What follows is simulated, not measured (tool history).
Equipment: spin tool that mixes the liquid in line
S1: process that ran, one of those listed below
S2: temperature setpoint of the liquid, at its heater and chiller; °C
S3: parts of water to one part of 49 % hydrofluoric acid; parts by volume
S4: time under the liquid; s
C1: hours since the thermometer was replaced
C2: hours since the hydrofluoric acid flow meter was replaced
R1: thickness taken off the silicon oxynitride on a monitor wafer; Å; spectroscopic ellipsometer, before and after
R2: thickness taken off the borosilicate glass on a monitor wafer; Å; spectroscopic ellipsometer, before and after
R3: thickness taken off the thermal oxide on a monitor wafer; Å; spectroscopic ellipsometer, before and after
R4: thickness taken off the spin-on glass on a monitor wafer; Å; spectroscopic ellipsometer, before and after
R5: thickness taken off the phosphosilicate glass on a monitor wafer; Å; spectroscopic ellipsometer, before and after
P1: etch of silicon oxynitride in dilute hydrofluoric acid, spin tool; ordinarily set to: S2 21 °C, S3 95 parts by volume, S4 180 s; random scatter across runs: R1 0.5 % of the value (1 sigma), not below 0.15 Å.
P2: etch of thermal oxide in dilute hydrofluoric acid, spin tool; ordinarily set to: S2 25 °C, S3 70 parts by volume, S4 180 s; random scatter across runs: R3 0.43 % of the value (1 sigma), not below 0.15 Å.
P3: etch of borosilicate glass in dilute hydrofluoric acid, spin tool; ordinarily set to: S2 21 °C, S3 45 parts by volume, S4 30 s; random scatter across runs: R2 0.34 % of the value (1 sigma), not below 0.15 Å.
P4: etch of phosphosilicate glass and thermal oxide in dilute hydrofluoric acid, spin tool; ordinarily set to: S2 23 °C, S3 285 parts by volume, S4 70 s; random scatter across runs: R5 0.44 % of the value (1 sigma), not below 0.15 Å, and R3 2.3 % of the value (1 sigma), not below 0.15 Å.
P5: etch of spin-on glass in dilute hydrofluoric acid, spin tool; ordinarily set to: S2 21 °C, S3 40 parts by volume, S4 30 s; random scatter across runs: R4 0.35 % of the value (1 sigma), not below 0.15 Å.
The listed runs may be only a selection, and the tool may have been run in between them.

run	hour	S1	S2	S3	S4	C1	C2	R1	R2	R3	R4	R5
1	4.8	P1	21	95	180	286.1	1034.7	55.307				
2	8.5	P1	17	145	180	289.8	1038.4	29.104				
3	13.3	P1	21	95	40	294.6	1043.2	12.43				
4	17.9	P3	21	45	30	299.2	1047.8		159.35			
5	21.6	P1	21	95	180	302.9	1051.5	56.164				
6	27.7	P2	25	70	180	309	1057.6			133.35		
7	31.6	P2	19	70	180	312.9	1061.5			103.5		
8	35.1	P2	25	70	350	316.4	1065			256.23		
9	38.6	P1	21	95	180	319.9	1068.5	55.348				
10	43.9	P1	21	95	280	325.2	1073.8	86.802				
11	48.7	P1	21	95	180	330	1078.6	55.221				
12	52.2	P5	21	20	30	333.5	1082.1				682.96	
13	57	P3	17	45	30	338.3	1086.9		133.17			
14	63	P3	21	30	30	344.3	1092.9		241.17			
15	66.9	P1	21	20	180	348.2	1096.8	278.19				
16	69.7	P4	23	285	70	351	1099.6			9.9644		200.09
17	75.1	P2	25	20	180	356.4	1105			493.39		
# hour 76.2: hydrofluoric acid flow meter replaced
18	78.8	P1	17	135	180	360.1	2.7	31.3				
19	83.2	P1	21	95	180	364.5	7.1	55.876				
20	86	P3	21	45	30	367.3	9.9		158.1			
21	89.2	P4	18.5	285	70	370.5	13.1			8.4299		169.81
22	95.4	P1	21	95	180	376.7	19.3	55.372				
23	100.3	P4	23	285	70	381.6	24.2			9.4182		199.46
24	104.2	P5	17	40	30	385.5	28.1				278.17	
25	108.4	P5	21	40	60	389.7	32.3				664.47	
26	111.3	P5	21	40	30	392.6	35.2				332.79	
27	115.1	P3	21	45	15	396.4	39		79.39			
28	119.5	P1	28	95	180	400.8	43.4	76.894				
29	125.4	P1	17	95	180	406.7	49.3	45.514				
30	130.8	P1	21	160	180	412.1	54.7	31.38				
31	134.3	P5	21	40	30	415.6	58.2				335.12	
32	137.2	P2	25	70	180	418.5	61.1			132.24		
33	143	P4	23	285	15	424.3	66.9			2.1717		42.874
34	146.9	P1	21	95	180	428.2	70.8	55.09				
35	152.8	P4	23	425	70	434.1	76.7			5.6254		118.86
36	157.6	P1	21	95	180	438.9	81.5	54.874				
37	161.3	P1	21	95	180	442.6	85.2	54.581				
38	164.2	P1	21	95	180	445.5	88.1	53.085				

Predict the results of run 39:
39	167.4	P1	21	95	180	448.7	91.3	?				

For run 39 the tool returned R1 53.108 Å.

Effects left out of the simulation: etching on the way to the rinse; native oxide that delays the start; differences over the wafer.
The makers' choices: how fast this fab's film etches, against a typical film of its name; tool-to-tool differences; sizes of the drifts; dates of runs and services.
